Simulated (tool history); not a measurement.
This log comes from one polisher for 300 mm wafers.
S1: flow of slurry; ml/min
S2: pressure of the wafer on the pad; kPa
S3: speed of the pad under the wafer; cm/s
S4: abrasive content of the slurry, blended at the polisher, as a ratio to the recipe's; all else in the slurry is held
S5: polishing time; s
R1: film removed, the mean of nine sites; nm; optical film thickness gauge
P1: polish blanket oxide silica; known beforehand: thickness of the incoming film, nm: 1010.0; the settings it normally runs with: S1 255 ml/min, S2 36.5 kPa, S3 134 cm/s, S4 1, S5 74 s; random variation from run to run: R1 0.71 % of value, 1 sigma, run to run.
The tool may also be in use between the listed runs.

| run | hour | S1 | S2 | S3 | S4 | S5 | R1 |
|---|---|---|---|---|---|---|---|
| 1 | 6.7 | 255 | 36.5 | 134 | 1 | 74 | 299.19 |
| 2 | 20.9 | 255 | 36.5 | 134 | 1 | 74 | 298.38 |
| 3 | 31.9 | 255 | 36.5 | 134 | 1 | 35 | 140.63 |
| 4 | 45.3 | 255 | 36.5 | 178 | 1 | 74 | 373.41 |
| 5 | 53 | 255 | 36.5 | 68 | 1 | 74 | 175.71 |
| 6 | 64.5 | 255 | 50.3 | 134 | 1 | 74 | 418.48 |
| 7 | 70.9 | 255 | 23.4 | 134 | 1 | 74 | 190.99 |
| 8 | 77.6 | 255 | 36.5 | 134 | 1 | 74 | 299.82 |
| 9 | 91.5 | 255 | 36.5 | 134 | 1 | 115 | 461.24 |
| 10 | 105.6 | 255 | 36.5 | 134 | 1.45 | 74 | 343.52 |
| 11 | 115.1 | 155 | 36.5 | 134 | 1 | 74 | 276.84 |
| 12 | 126.5 | 255 | 36.5 | 134 | 1.3 | 39 | 173.58 |
| 13 | 134.7 | 255 | 36.5 | 134 | 1 | 74 | 299.96 |
| 14 | 141.4 | 255 | 36.5 | 134 | 0.7 | 74 | 250.28 |
| 15 | 152.3 | 255 | 36.5 | 134 | 1 | 74 | 299.34 |
| 16 | 163.9 | 385 | 36.5 | 134 | 1 | 74 | 310.4 |
| 17 | 172.1 | 255 | 36.5 | 134 | 0.75 | 56 | 194.83 |

Estimate the outcome of run 18 from the log above:
| 18 | 180.5 | 255 | 36.5 | 134 | 1 | 74 | ? |

{"run 18": {"R1": 299.86}}
